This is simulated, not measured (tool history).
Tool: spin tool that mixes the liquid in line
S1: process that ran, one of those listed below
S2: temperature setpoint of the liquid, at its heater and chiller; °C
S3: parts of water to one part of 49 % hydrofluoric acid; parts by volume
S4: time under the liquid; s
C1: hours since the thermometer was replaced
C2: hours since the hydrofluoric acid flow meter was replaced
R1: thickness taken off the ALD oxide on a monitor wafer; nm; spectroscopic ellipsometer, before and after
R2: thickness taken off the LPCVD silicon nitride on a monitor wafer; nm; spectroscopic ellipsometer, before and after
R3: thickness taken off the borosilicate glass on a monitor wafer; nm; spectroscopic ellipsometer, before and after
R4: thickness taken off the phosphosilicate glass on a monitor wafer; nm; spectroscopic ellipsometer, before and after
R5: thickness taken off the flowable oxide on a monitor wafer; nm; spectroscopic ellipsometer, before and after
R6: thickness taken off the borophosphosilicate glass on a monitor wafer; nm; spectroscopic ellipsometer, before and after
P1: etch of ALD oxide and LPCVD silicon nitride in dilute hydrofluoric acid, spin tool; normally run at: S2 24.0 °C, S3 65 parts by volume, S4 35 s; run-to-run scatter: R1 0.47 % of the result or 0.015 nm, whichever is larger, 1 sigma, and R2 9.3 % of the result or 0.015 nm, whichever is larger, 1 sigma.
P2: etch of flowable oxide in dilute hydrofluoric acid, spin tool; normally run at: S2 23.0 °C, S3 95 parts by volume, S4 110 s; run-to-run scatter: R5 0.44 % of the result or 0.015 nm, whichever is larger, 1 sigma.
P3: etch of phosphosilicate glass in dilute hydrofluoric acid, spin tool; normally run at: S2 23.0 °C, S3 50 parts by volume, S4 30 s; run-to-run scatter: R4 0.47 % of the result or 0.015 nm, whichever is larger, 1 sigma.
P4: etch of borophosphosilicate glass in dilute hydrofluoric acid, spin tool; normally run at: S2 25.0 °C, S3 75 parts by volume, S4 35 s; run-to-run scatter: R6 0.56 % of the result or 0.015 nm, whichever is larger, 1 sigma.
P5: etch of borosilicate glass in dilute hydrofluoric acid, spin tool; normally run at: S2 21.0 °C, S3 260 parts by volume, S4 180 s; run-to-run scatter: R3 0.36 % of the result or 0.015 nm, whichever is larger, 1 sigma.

{"run": 1, "hour": 8.0, "S1": "P1", "S2": 24.0, "S3": 65, "S4": 35, "C1": 87.7, "C2": 1235.6, "R1": 17.83, "R2": 0.18016}
{"run": 2, "hour": 15.7, "S1": "P1", "S2": 24.0, "S3": 65, "S4": 35, "C1": 95.4, "C2": 1243.3, "R1": 17.864, "R2": 0.21919}
{"run": 3, "hour": 22.4, "S1": "P1", "S2": 24.0, "S3": 65, "S4": 15, "C1": 102.1, "C2": 1250.0, "R1": 7.6285, "R2": 0.1189}
{"run": 4, "hour": 29.6, "S1": "P5", "S2": 28.0, "S3": 260, "S4": 180, "C1": 109.3, "C2": 1257.2, "R3": 28.255}
{"run": 5, "hour": 36.6, "S1": "P1", "S2": 28.0, "S3": 65, "S4": 35, "C1": 116.3, "C2": 1264.2, "R1": 21.06, "R2": 0.2743}
{"run": 6, "hour": 44.2, "S1": "P3", "S2": 23.0, "S3": 25, "S4": 30, "C1": 123.9, "C2": 1271.8, "R4": 124.31}
{"run": 7, "hour": 52.4, "S1": "P2", "S2": 23.0, "S3": 95, "S4": 40, "C1": 132.1, "C2": 1280.0, "R5": 19.751}
{"run": 8, "hour": 56.2, "S1": "P5", "S2": 21.0, "S3": 260, "S4": 70, "C1": 135.9, "C2": 1283.8, "R3": 8.5387}
{"hour": 58.6, "done": "thermometer replaced"}
{"run": 9, "hour": 64.3, "S1": "P2", "S2": 23.0, "S3": 95, "S4": 110, "C1": 5.8, "C2": 1291.9, "R5": 54.307}
{"run": 10, "hour": 72.3, "S1": "P2", "S2": 30.0, "S3": 95, "S4": 110, "C1": 13.8, "C2": 1299.9, "R5": 71.887}
{"run": 11, "hour": 78.3, "S1": "P4", "S2": 17.0, "S3": 75, "S4": 35, "C1": 19.8, "C2": 1305.9, "R6": 10.545}
{"run": 12, "hour": 83.0, "S1": "P5", "S2": 21.0, "S3": 260, "S4": 180, "C1": 24.5, "C2": 1310.6, "R3": 22.01}
{"run": 13, "hour": 89.2, "S1": "P4", "S2": 25.0, "S3": 75, "S4": 35, "C1": 30.7, "C2": 1316.8, "R6": 14.532}
{"run": 14, "hour": 93.8, "S1": "P1", "S2": 24.0, "S3": 110, "S4": 35, "C1": 35.3, "C2": 1321.4, "R1": 10.007, "R2": 0.14384}
{"run": 15, "hour": 102.0, "S1": "P4", "S2": 25.0, "S3": 110, "S4": 35, "C1": 43.5, "C2": 1329.6, "R6": 9.5035}
{"run": 16, "hour": 106.4, "S1": "P1", "S2": 18.5, "S3": 65, "S4": 35, "C1": 47.9, "C2": 1334.0, "R1": 14.223, "R2": 0.18318}
{"run": 17, "hour": 114.2, "S1": "P2", "S2": 23.0, "S3": 95, "S4": 110, "C1": 55.7, "C2": 1341.8, "R5": 54.462}
{"run": 18, "hour": 121.7, "S1": "P3", "S2": 23.0, "S3": 50, "S4": 55, "C1": 63.2, "C2": 1349.3, "R4": 110.53}
{"run": 19, "hour": 126.4, "S1": "P5", "S2": 21.0, "S3": 470, "S4": 180, "C1": 67.9, "C2": 1354.0, "R3": 10.096}
{"run": 20, "hour": 134.2, "S1": "P2", "S2": 23.0, "S3": 20, "S4": 110, "C1": 75.7, "C2": 1361.8, "R5": 283.97}
{"run": 21, "hour": 142.6, "S1": "P1", "S2": 24.0, "S3": 65, "S4": 35, "C1": 84.1, "C2": 1370.2, "R1": 17.899, "R2": 0.20827}
{"run": 22, "hour": 148.1, "S1": "P1", "S2": 20.5, "S3": 30, "S4": 35, "C1": 89.6, "C2": 1375.7, "R1": 34.927, "R2": 0.36747}
{"run": 23, "hour": 155.8, "S1": "P1", "S2": 24.0, "S3": 65, "S4": 35, "C1": 97.3, "C2": 1383.4, "R1": 17.776, "R2": 0.30772}
{"run": 24, "hour": 163.6, "S1": "P1", "S2": 24.0, "S3": 65, "S4": 60, "C1": 105.1, "C2": 1391.2, "R1": 30.552, "R2": 0.34374}
{"run": 25, "hour": 171.9, "S1": "P4", "S2": 25.0, "S3": 75, "S4": 15, "C1": 113.4, "C2": 1399.5, "R6": 6.2616}
{"run": 26, "hour": 178.9, "S1": "P1", "S2": 24.0, "S3": 35, "S4": 35, "C1": 120.4, "C2": 1406.5, "R1": 34.483, "R2": 0.39878}
{"run": 27, "hour": 186.4, "S1": "P1", "S2": 24.0, "S3": 65, "S4": 35, "C1": 127.9, "C2": 1414.0, "R1": 17.917, "R2": 0.2055}
{"run": 28, "hour": 194.7, "S1": "P3", "S2": 29.0, "S3": 50, "S4": 30, "C1": 136.2, "C2": 1422.3, "R4": 77.133}
{"run": 29, "hour": 202.8, "S1": "P3", "S2": 23.0, "S3": 50, "S4": 30, "C1": 144.3, "C2": 1430.4, "R4": 60.073}
{"run": 30, "hour": 207.7, "S1": "P1", "S2": 24.0, "S3": 65, "S4": 35, "C1": 149.2, "C2": 1435.3, "R1": 17.803, "R2": 0.216}
{"run": 31, "hour": 214.9, "S1": "P1", "S2": 24.0, "S3": 65, "S4": 35, "C1": 156.4, "C2": 1442.5, "R1": 17.472, "R2": 0.28903}
{"run": 32, "hour": 222.4, "S1": "P1", "S2": 24.0, "S3": 65, "S4": 35, "C1": 163.9, "C2": 1450.0, "R1": 17.194, "R2": 0.21489}
{"run": 33, "hour": 229.3, "S1": "P1", "S2": 24.0, "S3": 65, "S4": 35, "C1": 170.8, "C2": 1456.9, "R1": 17.091, "R2": 0.2411}
{"run": 34, "hour": 233.8, "S1": "P1", "S2": 24.0, "S3": 65, "S4": 35, "C1": 175.3, "C2": 1461.4, "R1": 16.841, "R2": 0.1948}
{"run": 35, "hour": 239.9, "S1": "P1", "S2": 24.0, "S3": 65, "S4": 35, "C1": 181.4, "C2": 1467.5, "R1": 16.918, "R2": 0.20802}
{"run": 36, "hour": 244.8, "S1": "P1", "S2": 24.0, "S3": 65, "S4": 35, "C1": 186.3, "C2": 1472.4, "R1": 16.906, "R2": 0.22443}
{"run": 37, "hour": 248.8, "S1": "P1", "S2": 24.0, "S3": 65, "S4": 35, "C1": 190.3, "C2": 1476.4, "R1": 16.863, "R2": 0.23416}
{"run": 38, "hour": 252.8, "S1": "P1", "S2": 24.0, "S3": 65, "S4": 35, "C1": 194.3, "C2": 1480.4, "R1": 16.916, "R2": 0.23222}
{"run": 39, "hour": 256.5, "S1": "P1", "S2": 24.0, "S3": 65, "S4": 35, "C1": 198.0, "C2": 1484.1, "R1": 16.829, "R2": 0.2273}
{"run": 40, "hour": 263.6, "S1": "P1", "S2": 24.0, "S3": 65, "S4": 35, "C1": 205.1, "C2": 1491.2, "R1": 16.69, "R2": 0.22314}

What P1 gives has crept away from where it was. These 2 causes fit the log equally well, each at the size given:
A: liquid colder than its thermometer reads (K) = 1.46
B: hydrofluoric acid flow below the setpoint (%) = 5.35
The creep began at about hour 207.7.

4 check runs are offered, one wafer each, their results left as question marks. Which one tells the causes apart?
{"run": "check 1", "hour": 270.7, "S1": "P5", "S2": 27.0, "S3": 420, "S4": 180, "R3": "?"}
{"run": "check 2", "hour": 270.7, "S1": "P4", "S2": 19.0, "S3": 100, "S4": 35, "R6": "?"}
{"run": "check 3", "hour": 270.7, "S1": "P2", "S2": 23.0, "S3": 20, "S4": 110, "R5": "?"}
{"run": "check 4", "hour": 270.7, "S1": "P3", "S2": 23.0, "S3": 50, "S4": 50, "R4": "?"}

What each check would give under each cause:
check=check_1 result=R3 if_A=13.7470 if_B=13.3280
check=check_2 result=R6 if_A=7.8550 if_B=7.8535
check=check_3 result=R5 if_A=266.500 if_B=268.090
check=check_4 result=R4 if_A=94.195 if_B=94.402
How far apart the two closest causes lie, in the result that separates them most: check 1 3.09 %; check 2 0.02 %; check 3 0.6 %; check 4 0.22 %
Only check 1 tells the causes apart: in the others they would give nearly the same result.

Then check 1 was run and gave: R3 13.2640 nm. Which cause is it?

It is B: hydrofluoric acid flow below the setpoint (%).
